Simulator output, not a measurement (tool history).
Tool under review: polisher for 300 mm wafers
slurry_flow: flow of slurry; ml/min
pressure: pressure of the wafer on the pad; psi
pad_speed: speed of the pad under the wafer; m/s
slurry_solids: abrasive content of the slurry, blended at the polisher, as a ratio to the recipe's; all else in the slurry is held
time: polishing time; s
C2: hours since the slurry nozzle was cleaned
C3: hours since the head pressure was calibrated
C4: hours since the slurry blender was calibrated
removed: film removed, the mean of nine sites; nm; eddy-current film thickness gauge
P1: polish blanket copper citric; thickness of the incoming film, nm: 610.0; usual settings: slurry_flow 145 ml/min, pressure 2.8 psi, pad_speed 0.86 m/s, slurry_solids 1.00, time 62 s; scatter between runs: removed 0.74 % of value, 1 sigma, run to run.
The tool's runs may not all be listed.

run 1 day=0.271 | slurry_flow=145 pressure=2.8 pad_speed=0.86 slurry_solids=1.00 time=62 | wafers_polished_on_this_pad=534 C2=190.5 C3=690.0 C4=150.7 | removed=110.550
run 2 day=0.504 | slurry_flow=145 pressure=2.8 pad_speed=0.86 slurry_solids=1.00 time=96 | wafers_polished_on_this_pad=586 C2=196.1 C3=695.6 C4=156.3 | removed=170.490
run 3 day=0.821 | slurry_flow=145 pressure=2.8 pad_speed=0.86 slurry_solids=0.55 time=62 | wafers_polished_on_this_pad=657 C2=203.7 C3=703.2 C4=163.9 | removed=95.501
run 4 day=1.050 | slurry_flow=145 pressure=4.0 pad_speed=0.86 slurry_solids=1.00 time=62 | wafers_polished_on_this_pad=708 C2=209.2 C3=708.7 C4=169.4 | removed=155.430
run 5 day=1.254 | slurry_flow=145 pressure=1.9 pad_speed=0.86 slurry_solids=1.00 time=62 | wafers_polished_on_this_pad=754 C2=214.1 C3=713.6 C4=174.3 | removed=76.385
run 6 day=1.571 | slurry_flow=85 pressure=2.8 pad_speed=0.86 slurry_solids=1.00 time=62 | wafers_polished_on_this_pad=825 C2=221.7 C3=721.2 C4=181.9 | removed=96.691
run 7 day=1.938 | slurry_flow=145 pressure=2.8 pad_speed=0.86 slurry_solids=1.50 time=62 | wafers_polished_on_this_pad=907 C2=230.5 C3=730.0 C4=190.7 | removed=120.720
run 8 day=2.183 | slurry_flow=145 pressure=2.8 pad_speed=0.86 slurry_solids=0.70 time=90 | wafers_polished_on_this_pad=962 C2=236.4 C3=735.9 C4=196.6 | removed=147.760
run 9 day=2.521 | slurry_flow=145 pressure=2.8 pad_speed=0.38 slurry_solids=1.00 time=62 | wafers_polished_on_this_pad=1037 C2=244.5 C3=744.0 C4=204.7 | removed=49.933
run 10 day=2.846 | slurry_flow=145 pressure=2.8 pad_speed=1.10 slurry_solids=1.00 time=62 | wafers_polished_on_this_pad=1110 C2=252.3 C3=751.8 C4=212.5 | removed=140.880
run 11 day=3.158 | slurry_flow=145 pressure=2.8 pad_speed=0.86 slurry_solids=1.00 time=28 | wafers_polished_on_this_pad=1180 C2=259.8 C3=759.3 C4=220.0 | removed=49.562
run 12 day=3.421 | slurry_flow=145 pressure=2.8 pad_speed=0.86 slurry_solids=1.00 time=62 | wafers_polished_on_this_pad=1239 C2=266.1 C3=765.6 C4=226.3 | removed=109.370
run 13 day=3.667 | slurry_flow=145 pressure=2.8 pad_speed=0.86 slurry_solids=1.00 time=62 | wafers_polished_on_this_pad=1294 C2=272.0 C3=771.5 C4=232.2 | removed=110.000
run 14 day=3.942 | slurry_flow=145 pressure=2.8 pad_speed=0.86 slurry_solids=1.00 time=62 | wafers_polished_on_this_pad=1355 C2=278.6 C3=778.1 C4=238.8 | removed=108.670
run 15 day=4.225 | slurry_flow=145 pressure=2.8 pad_speed=0.86 slurry_solids=1.00 time=62 | wafers_polished_on_this_pad=1419 C2=285.4 C3=784.9 C4=245.6 | removed=109.900
run 16 day=4.538 | slurry_flow=145 pressure=2.8 pad_speed=0.86 slurry_solids=1.00 time=62 | wafers_polished_on_this_pad=1488 C2=292.9 C3=792.4 C4=253.1 | removed=109.460
run 17 day=4.738 | slurry_flow=205 pressure=2.8 pad_speed=0.86 slurry_solids=1.00 time=62 | wafers_polished_on_this_pad=1533 C2=297.7 C3=797.2 C4=257.9 | removed=115.390
run 18 day=4.921 | slurry_flow=100 pressure=2.8 pad_speed=0.86 slurry_solids=1.30 time=62 | wafers_polished_on_this_pad=1574 C2=302.1 C3=801.6 C4=262.3 | removed=106.000
run 19 day=5.246 | slurry_flow=145 pressure=2.8 pad_speed=0.86 slurry_solids=1.00 time=62 | wafers_polished_on_this_pad=1647 C2=309.9 C3=809.4 C4=270.1 | removed=108.370
run 20 day=5.446 | slurry_flow=145 pressure=2.8 pad_speed=0.86 slurry_solids=1.00 time=62 | wafers_polished_on_this_pad=1692 C2=314.7 C3=814.2 C4=274.9 | removed=107.450
run 21 day=5.654 | slurry_flow=145 pressure=2.8 pad_speed=0.86 slurry_solids=1.00 time=62 | wafers_polished_on_this_pad=1738 C2=319.7 C3=819.2 C4=279.9 | removed=104.630
run 22 day=5.917 | slurry_flow=145 pressure=2.8 pad_speed=0.86 slurry_solids=1.00 time=62 | wafers_polished_on_this_pad=1797 C2=326.0 C3=825.5 C4=286.2 | removed=102.680
-- day=5.962 worn pad replaced by a new one
run 23 day=6.208 | slurry_flow=145 pressure=2.8 pad_speed=0.86 slurry_solids=1.00 time=62 | wafers_polished_on_this_pad=55 C2=333.0 C3=832.5 C4=293.2 | removed=101.910
-- day=6.342 head pressure recalibrated
run 24 day=6.492 | slurry_flow=145 pressure=2.8 pad_speed=0.86 slurry_solids=1.00 time=62 | wafers_polished_on_this_pad=118 C2=339.8 C3=3.6 C4=300.0 | removed=102.960
run 25 day=6.750 | slurry_flow=145 pressure=2.8 pad_speed=0.86 slurry_solids=1.00 time=62 | wafers_polished_on_this_pad=176 C2=346.0 C3=9.8 C4=306.2 | removed=100.800

Something has made what P1 gives creep away from where it was; the 2 causes below, each at its own stated size, fit the log equally well:
A: slurry flow missing at the pad, % = 29.2
B: abrasive missing from the slurry, % = 29.1
The process output started creeping at around day 5.246.
The rest of the possible causes, and what rules out each one:
removal rate lost through wear of the pad, %: serviced after onset, at day 5.962, with no recovery of the prior output
head's pressure below its setpoint, %: serviced after onset, at day 6.342, with no recovery of the prior output

4 check runs are offered, each on 2 wafers whose results are averaged, their results left as question marks. Which one tells the causes apart?
run check 1 day=7.008 | slurry_flow=145 pressure=2.8 pad_speed=0.38 slurry_solids=1.45 time=62 | removed=?
run check 2 day=7.008 | slurry_flow=145 pressure=2.8 pad_speed=0.86 slurry_solids=0.70 time=28 | removed=?
run check 3 day=7.008 | slurry_flow=145 pressure=2.8 pad_speed=0.86 slurry_solids=0.65 time=29 | removed=?
run check 4 day=7.008 | slurry_flow=90 pressure=2.8 pad_speed=0.86 slurry_solids=1.00 time=92 | removed=?

Check results expected under each cause:
check=check_1 result=removed if_A=50.778 if_B=50.618
check=check_2 result=removed if_A=42.786 if_B=42.928
check=check_3 result=removed if_A=43.648 if_B=43.824
check=check_4 result=removed if_A=131.240 if_B=136.240
How far apart the two closest causes lie, in the result that separates them most: check 1 0.31 %; check 2 0.33 %; check 3 0.4 %; check 4 3.74 %
Check 4 tells the causes apart: in the others they would give nearly the same result.

The results of check 4 are: removed 135.230 nm. Based on these, which of the listed causes is it?

The correct cause is B, namely: abrasive missing from the slurry, %.
